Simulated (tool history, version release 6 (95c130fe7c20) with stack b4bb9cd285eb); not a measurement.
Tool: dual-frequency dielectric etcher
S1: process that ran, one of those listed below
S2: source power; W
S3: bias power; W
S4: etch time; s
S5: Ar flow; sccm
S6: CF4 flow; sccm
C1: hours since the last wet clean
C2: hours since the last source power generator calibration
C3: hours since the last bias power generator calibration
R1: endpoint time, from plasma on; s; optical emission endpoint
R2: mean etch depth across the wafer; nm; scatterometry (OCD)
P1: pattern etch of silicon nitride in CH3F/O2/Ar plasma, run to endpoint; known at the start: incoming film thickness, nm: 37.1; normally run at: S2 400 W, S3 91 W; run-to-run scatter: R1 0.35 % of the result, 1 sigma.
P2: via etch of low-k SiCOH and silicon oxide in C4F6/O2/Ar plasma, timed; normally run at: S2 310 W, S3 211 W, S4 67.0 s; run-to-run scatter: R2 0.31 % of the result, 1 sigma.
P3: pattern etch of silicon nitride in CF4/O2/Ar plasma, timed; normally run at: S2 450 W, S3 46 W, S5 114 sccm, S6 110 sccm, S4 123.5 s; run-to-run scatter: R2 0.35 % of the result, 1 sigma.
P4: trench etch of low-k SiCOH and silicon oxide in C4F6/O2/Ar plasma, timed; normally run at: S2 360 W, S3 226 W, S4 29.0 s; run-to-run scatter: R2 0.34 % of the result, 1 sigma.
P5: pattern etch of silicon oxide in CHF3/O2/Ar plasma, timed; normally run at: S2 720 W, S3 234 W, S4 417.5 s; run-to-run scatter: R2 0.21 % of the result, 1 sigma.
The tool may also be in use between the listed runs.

| run | hour | S1 | S2 | S3 | S4 | S5 | S6 | C1 | C2 | C3 | R1 | R2 |
|---|---|---|---|---|---|---|---|---|---|---|---|---|
| 1 | 10.1 | P1 | 400 | 91 |  |  |  | 279.6 | 1070.6 | 357.0 | 48.114 |  |
| 2 | 23.1 | P4 | 270 | 226 | 29.0 |  |  | 292.6 | 1083.6 | 370.0 |  | 83.195 |
| 3 | 32.5 | P5 | 720 | 234 | 529.0 |  |  | 302.0 | 1093.0 | 379.4 |  | 1273.400 |
| 4 | 48.6 | P2 | 310 | 211 | 50.0 |  |  | 318.1 | 1109.1 | 395.5 |  | 134.170 |
| 5 | 56.4 | P3 | 620 | 46 | 123.5 | 114 | 110 | 325.9 | 1116.9 | 403.3 |  | 277.410 |
| 6 | 67.2 | P1 | 400 | 91 |  |  |  | 336.7 | 1127.7 | 414.1 | 48.209 |  |
| 7 | 77.8 | P5 | 720 | 234 | 417.5 |  |  | 347.3 | 1138.3 | 424.7 |  | 1005.300 |
| 8 | 89.9 | P4 | 360 | 226 | 29.0 |  |  | 359.4 | 1150.4 | 436.8 |  | 92.803 |
| 9 | 100.1 | P1 | 300 | 71 |  |  |  | 369.6 | 1160.6 | 447.0 | 58.604 |  |
| 10 | 114.8 | P4 | 360 | 226 | 29.0 |  |  | 384.3 | 1175.3 | 461.7 |  | 92.899 |
| 11 | 131.0 | P3 | 450 | 46 | 175.5 | 114 | 110 | 400.5 | 1191.5 | 477.9 |  | 300.530 |
| 12 | 140.1 | P4 | 360 | 226 | 43.0 |  |  | 409.6 | 1200.6 | 487.0 |  | 137.620 |
| 13 | 151.4 | P3 | 450 | 46 | 123.5 | 156 | 110 | 420.9 | 1211.9 | 498.3 |  | 203.640 |
| 14 | 159.9 | P5 | 480 | 234 | 417.5 |  |  | 429.4 | 1220.4 | 506.8 |  | 865.170 |
| 15 | 170.1 | P2 | 310 | 125 | 67.0 |  |  | 439.6 | 1230.6 | 517.0 |  | 153.120 |
| 16 | 186.3 | P2 | 380 | 211 | 67.0 |  |  | 455.8 | 1246.8 | 533.2 |  | 193.510 |
| 17 | 198.1 | P4 | 360 | 172 | 29.0 |  |  | 467.6 | 1258.6 | 545.0 |  | 85.692 |
| 18 | 209.8 | P3 | 450 | 46 | 123.5 | 114 | 110 | 479.3 | 1270.3 | 556.7 |  | 211.350 |
| 19 | 218.5 | P3 | 450 | 46 | 123.5 | 114 | 70 | 488.0 | 1279.0 | 565.4 |  | 200.400 |
| 20 | 227.4 | P5 | 720 | 156 | 417.5 |  |  | 496.9 | 1287.9 | 574.3 |  | 879.710 |
| 21 | 235.3 | P1 | 400 | 54 |  |  |  | 504.8 | 1295.8 | 582.2 | 57.754 |  |
| 22 | 249.1 | P1 | 550 | 61 |  |  |  | 518.6 | 1309.6 | 596.0 | 49.153 |  |
| 23 | 264.8 | P1 | 540 | 91 |  |  |  | 534.3 | 1325.3 | 611.7 | 43.206 |  |
|  | 271.9 | wet clean of the chamber |
| 24 | 280.6 | P1 | 400 | 127 |  |  |  | 8.7 | 1341.1 | 627.5 | 42.528 |  |
| 25 | 295.0 | P1 | 400 | 91 |  |  |  | 23.1 | 1355.5 | 641.9 | 48.088 |  |
| 26 | 307.2 | P1 | 400 | 91 |  |  |  | 35.3 | 1367.7 | 654.1 | 48.312 |  |
| 27 | 321.5 | P2 | 310 | 211 | 67.0 |  |  | 49.6 | 1382.0 | 668.4 |  | 178.830 |
| 28 | 334.4 | P3 | 450 | 36 | 123.5 | 114 | 110 | 62.5 | 1394.9 | 681.3 |  | 194.920 |
| 29 | 345.8 | P1 | 310 | 91 |  |  |  | 73.9 | 1406.3 | 692.7 | 52.874 |  |
| 30 | 354.0 | P1 | 400 | 91 |  |  |  | 82.1 | 1414.5 | 700.9 | 48.409 |  |
| 31 | 363.3 | P1 | 400 | 91 |  |  |  | 91.4 | 1423.8 | 710.2 | 48.246 |  |
| 32 | 377.3 | P1 | 400 | 91 |  |  |  | 105.4 | 1437.8 | 724.2 | 47.877 |  |
| 33 | 390.1 | P1 | 400 | 91 |  |  |  | 118.2 | 1450.6 | 737.0 | 47.442 |  |
| 34 | 401.6 | P1 | 400 | 91 |  |  |  | 129.7 | 1462.1 | 748.5 | 47.230 |  |
|  | 404.2 | wet clean of the chamber |
| 35 | 410.7 | P1 | 400 | 91 |  |  |  | 6.5 | 1471.2 | 757.6 | 47.725 |  |
| 36 | 421.2 | P1 | 400 | 91 |  |  |  | 17.0 | 1481.7 | 768.1 | 47.678 |  |
| 37 | 430.7 | P1 | 400 | 91 |  |  |  | 26.5 | 1491.2 | 777.6 | 47.220 |  |
| 38 | 439.1 | P1 | 400 | 91 |  |  |  | 34.9 | 1499.6 | 786.0 | 47.767 |  |
| 39 | 453.0 | P1 | 400 | 91 |  |  |  | 48.8 | 1513.5 | 799.9 | 47.442 |  |
| 40 | 466.5 | P1 | 400 | 91 |  |  |  | 62.3 | 1527.0 | 813.4 | 47.472 |  |
| 41 | 481.2 | P1 | 400 | 91 |  |  |  | 77.0 | 1541.7 | 828.1 | 47.385 |  |

What P1 gives has crept away from where it was. These 2 causes fit the log equally well, each at the size given:
A: bias power that arrives over what is set, % = 4.99
B: source power that arrives over what is set, % = 4.82
The creep began at about hour 354.0.
Why every other cause is out:
chamber walls in a state that raises the etch rate, %: serviced at hour 404.2, which brought nothing back

4 check runs are offered, each on 2 wafers whose results are averaged, their results left as question marks. Which one tells the causes apart?
| check 1 | 495.9 | P4 | 360 | 226 | 29.0 |  |  |  |  |  |  | ? |
| check 2 | 495.9 | P5 | 720 | 234 | 417.5 |  |  |  |  |  |  | ? |
| check 3 | 495.9 | P3 | 450 | 46 | 123.5 | 114 | 110 |  |  |  |  | ? |
| check 4 | 495.9 | P2 | 310 | 211 | 67.0 |  |  |  |  |  |  | ? |

What each check would give under each cause:
| check | result | if A | if B |
|---|---|---|---|
| check 1 | R2 | 94.417 | 94.582 |
| check 2 | R2 | 1023.100 | 1023.900 |
| check 3 | R2 | 215.190 | 220.170 |
| check 4 | R2 | 182.540 | 182.870 |
How far apart the two closest causes lie, in the result that separates them most: check 1 0.17 %; check 2 0.07 %; check 3 2.28 %; check 4 0.18 %
Only check 3 tells the causes apart: in the others they would give nearly the same result.

Then check 3 was run and gave: R2 214.360 nm. Which cause is it?

It is A: bias power that arrives over what is set, %.
